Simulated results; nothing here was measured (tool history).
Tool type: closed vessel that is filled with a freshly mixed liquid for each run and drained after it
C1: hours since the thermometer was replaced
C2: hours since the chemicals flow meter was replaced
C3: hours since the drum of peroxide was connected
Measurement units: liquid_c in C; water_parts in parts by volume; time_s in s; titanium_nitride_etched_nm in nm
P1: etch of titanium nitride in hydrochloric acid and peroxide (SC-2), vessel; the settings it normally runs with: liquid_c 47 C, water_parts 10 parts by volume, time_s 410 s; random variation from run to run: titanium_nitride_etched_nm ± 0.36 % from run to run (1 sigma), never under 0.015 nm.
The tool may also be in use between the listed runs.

run 1 hour=4.9 | liquid_c=47 water_parts=10 time_s=410 | C1=985.4 C2=619.6 C3=531.9 | titanium_nitride_etched_nm=11.193
run 2 hour=13.1 | liquid_c=47 water_parts=10 time_s=410 | C1=993.6 C2=627.8 C3=540.1 | titanium_nitride_etched_nm=11.121
run 3 hour=20.1 | liquid_c=47 water_parts=4 time_s=410 | C1=1000.6 C2=634.8 C3=547.1 | titanium_nitride_etched_nm=22.387
run 4 hour=26.9 | liquid_c=47 water_parts=10 time_s=410 | C1=1007.4 C2=641.6 C3=553.9 | titanium_nitride_etched_nm=11.212
run 5 hour=34.6 | liquid_c=57 water_parts=10 time_s=650 | C1=1015.1 C2=649.3 C3=561.6 | titanium_nitride_etched_nm=34.357
run 6 hour=42.4 | liquid_c=47 water_parts=10 time_s=810 | C1=1022.9 C2=657.1 C3=569.4 | titanium_nitride_etched_nm=22.168
run 7 hour=50 | liquid_c=47 water_parts=10 time_s=410 | C1=1030.5 C2=664.7 C3=577 | titanium_nitride_etched_nm=11.184
run 8 hour=54.8 | liquid_c=47 water_parts=6 time_s=80 | C1=1035.3 C2=669.5 C3=581.8 | titanium_nitride_etched_nm=3.2803
run 9 hour=61.2 | liquid_c=58.5 water_parts=10 time_s=410 | C1=1041.7 C2=675.9 C3=588.2 | titanium_nitride_etched_nm=23.798
run 10 hour=68.6 | liquid_c=47 water_parts=10 time_s=410 | C1=1049.1 C2=683.3 C3=595.6 | titanium_nitride_etched_nm=11.186
run 11 hour=76.8 | liquid_c=35.5 water_parts=10 time_s=410 | C1=1057.3 C2=691.5 C3=603.8 | titanium_nitride_etched_nm=4.9542
run 12 hour=82.3 | liquid_c=47 water_parts=15 time_s=410 | C1=1062.8 C2=697 C3=609.3 | titanium_nitride_etched_nm=7.9444
run 13 hour=88.4 | liquid_c=47 water_parts=10 time_s=90 | C1=1068.9 C2=703.1 C3=615.4 | titanium_nitride_etched_nm=2.4494
run 14 hour=96.1 | liquid_c=47 water_parts=10 time_s=410 | C1=1076.6 C2=710.8 C3=623.1 | titanium_nitride_etched_nm=11.15
run 15 hour=100.5 | liquid_c=47 water_parts=10 time_s=410 | C1=1081 C2=715.2 C3=627.5 | titanium_nitride_etched_nm=11.533
run 16 hour=105.1 | liquid_c=47 water_parts=10 time_s=410 | C1=1085.6 C2=719.8 C3=632.1 | titanium_nitride_etched_nm=11.7
run 17 hour=113.2 | liquid_c=47 water_parts=10 time_s=410 | C1=1093.7 C2=727.9 C3=640.2 | titanium_nitride_etched_nm=11.877
run 18 hour=119.9 | liquid_c=47 water_parts=10 time_s=410 | C1=1100.4 C2=734.6 C3=646.9 | titanium_nitride_etched_nm=11.971
run 19 hour=125.3 | liquid_c=47 water_parts=10 time_s=410 | C1=1105.8 C2=740 C3=652.3 | titanium_nitride_etched_nm=12.056
run 20 hour=131.5 | liquid_c=47 water_parts=10 time_s=410 | C1=1112 C2=746.2 C3=658.5 | titanium_nitride_etched_nm=12.034
run 21 hour=139.1 | liquid_c=47 water_parts=10 time_s=410 | C1=1119.6 C2=753.8 C3=666.1 | titanium_nitride_etched_nm=12.131

Something has made what P1 gives creep away from where it was; the 2 causes below, each at its own stated size, fit the log equally well:
A: liquid hotter than its thermometer reads (K) = 1.19
B: chemicals flow above the setpoint (%) = 10.2
The process output started creeping at around hour 96.1.
Excluded causes, each with its reason:
peroxide weaker than its label (%): can reach only 8, and even then titanium_nitride_etched_nm would move by -7.4 %, too little or the wrong way

Below are 4 check runs, each averaged over 2 wafers, with their results shown as question marks. Which of them would give clearly different results depending on which cause is behind the drift?
run check 1 hour=146.7 | liquid_c=40.5 water_parts=10 time_s=625 | titanium_nitride_etched_nm=?
run check 2 hour=146.7 | liquid_c=47 water_parts=10 time_s=165 | titanium_nitride_etched_nm=?
run check 3 hour=146.7 | liquid_c=47 water_parts=14 time_s=410 | titanium_nitride_etched_nm=?
run check 4 hour=146.7 | liquid_c=40.5 water_parts=4 time_s=410 | titanium_nitride_etched_nm=?

What every check run would give for each of its results, assuming each possible cause in turn:
check=check_1 result=titanium_nitride_etched_nm if_A=11.829 if_B=11.786
check=check_2 result=titanium_nitride_etched_nm if_A=4.8844 if_B=4.8833
check=check_3 result=titanium_nitride_etched_nm if_A=9.1028 if_B=9.1386
check=check_4 result=titanium_nitride_etched_nm if_A=15.519 if_B=15.208
Distance between the nearest two causes, measured in the result of the check that separates them most: check 1 0.36 %; check 2 0.02 %; check 3 0.39 %; check 4 2.03 %
The causes can be told apart only by check 4. The other checks would give nearly the same results under each of them.

Check 4 was then run and gave: titanium_nitride_etched_nm 15.602 nm. Which cause is it?

It was cause A: liquid hotter than its thermometer reads (K).

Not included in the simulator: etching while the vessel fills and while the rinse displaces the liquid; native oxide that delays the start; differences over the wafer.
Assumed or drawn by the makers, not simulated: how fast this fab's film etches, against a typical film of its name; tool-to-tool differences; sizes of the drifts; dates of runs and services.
